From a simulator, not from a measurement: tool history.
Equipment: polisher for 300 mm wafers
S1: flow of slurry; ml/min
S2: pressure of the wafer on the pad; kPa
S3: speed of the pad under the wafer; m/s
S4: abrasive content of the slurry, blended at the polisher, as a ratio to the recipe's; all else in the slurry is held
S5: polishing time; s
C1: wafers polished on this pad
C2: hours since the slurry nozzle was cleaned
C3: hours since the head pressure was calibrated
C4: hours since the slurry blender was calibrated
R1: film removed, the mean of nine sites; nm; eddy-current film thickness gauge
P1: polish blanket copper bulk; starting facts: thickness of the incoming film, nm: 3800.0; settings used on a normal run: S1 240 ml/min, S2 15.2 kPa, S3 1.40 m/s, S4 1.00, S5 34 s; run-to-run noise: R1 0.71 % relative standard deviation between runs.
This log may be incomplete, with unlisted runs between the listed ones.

| run | hour | S1 | S2 | S3 | S4 | S5 | C1 | C2 | C3 | C4 | R1 |
|---|---|---|---|---|---|---|---|---|---|---|---|
| 1 | 7.3 | 240 | 15.2 | 1.40 | 1.00 | 34 | 363 | 86.0 | 333.7 | 46.8 | 377.70 |
| 2 | 11.0 | 240 | 23.4 | 1.40 | 0.60 | 34 | 411 | 89.7 | 337.4 | 50.5 | 521.89 |
|  | 15.5 | head pressure recalibrated |
|  | 15.9 | slurry nozzle cleaned |
| 3 | 16.4 | 240 | 15.2 | 1.40 | 1.45 | 34 | 481 | 0.6 | 0.9 | 55.9 | 410.94 |
| 4 | 20.9 | 240 | 6.9 | 1.40 | 1.00 | 34 | 540 | 5.1 | 5.4 | 60.4 | 171.59 |
| 5 | 24.3 | 240 | 15.2 | 1.40 | 1.00 | 34 | 584 | 8.5 | 8.8 | 63.8 | 374.16 |
| 6 | 29.9 | 240 | 15.2 | 2.20 | 1.00 | 34 | 657 | 14.1 | 14.4 | 69.4 | 588.14 |
| 7 | 34.8 | 240 | 15.2 | 1.40 | 1.00 | 34 | 720 | 19.0 | 19.3 | 74.3 | 376.49 |
| 8 | 40.8 | 145 | 15.2 | 1.40 | 1.00 | 34 | 798 | 25.0 | 25.3 | 80.3 | 349.99 |
| 9 | 44.7 | 240 | 15.2 | 1.40 | 1.00 | 52 | 849 | 28.9 | 29.2 | 84.2 | 569.49 |
| 10 | 52.3 | 240 | 15.2 | 1.02 | 1.00 | 34 | 947 | 36.5 | 36.8 | 91.8 | 275.08 |
| 11 | 59.0 | 240 | 15.2 | 1.40 | 1.00 | 34 | 1034 | 43.2 | 43.5 | 98.5 | 376.28 |
| 12 | 63.9 | 180 | 15.2 | 1.40 | 1.25 | 34 | 1098 | 48.1 | 48.4 | 103.4 | 379.50 |
| 13 | 70.8 | 240 | 15.2 | 1.40 | 0.65 | 34 | 1187 | 55.0 | 55.3 | 110.3 | 342.08 |
| 14 | 77.3 | 240 | 15.2 | 1.40 | 1.00 | 34 | 1272 | 61.5 | 61.8 | 116.8 | 374.34 |
| 15 | 81.7 | 240 | 24.1 | 1.40 | 1.00 | 34 | 1329 | 65.9 | 66.2 | 121.2 | 595.63 |
| 16 | 87.3 | 240 | 15.2 | 1.40 | 1.00 | 34 | 1402 | 71.5 | 71.8 | 126.8 | 375.83 |
| 17 | 92.1 | 360 | 15.2 | 1.40 | 1.00 | 34 | 1464 | 76.3 | 76.6 | 131.6 | 394.45 |
| 18 | 97.3 | 240 | 15.2 | 1.40 | 1.00 | 20 | 1531 | 81.5 | 81.8 | 136.8 | 220.25 |
| 19 | 103.1 | 240 | 15.2 | 1.40 | 1.00 | 34 | 1607 | 87.3 | 87.6 | 142.6 | 376.54 |
| 20 | 108.3 | 240 | 15.2 | 1.40 | 1.00 | 34 | 1674 | 92.5 | 92.8 | 147.8 | 372.09 |
| 21 | 112.2 | 240 | 15.2 | 1.40 | 1.00 | 34 | 1725 | 96.4 | 96.7 | 151.7 | 363.45 |
| 22 | 115.7 | 240 | 15.2 | 1.40 | 1.00 | 34 | 1770 | 99.9 | 100.2 | 155.2 | 362.95 |
|  | 120.6 | head pressure recalibrated |
| 23 | 123.0 | 240 | 15.2 | 1.40 | 1.00 | 34 | 1865 | 107.2 | 2.5 | 162.5 | 353.06 |

Estimate the outcome of run 24 from the log above:
| 24 | 126.6 | 240 | 15.2 | 1.40 | 1.00 | 34 | 1912 | 110.8 | 6.1 | 166.1 | ? |

{"run 24": {"R1": 357.73}}
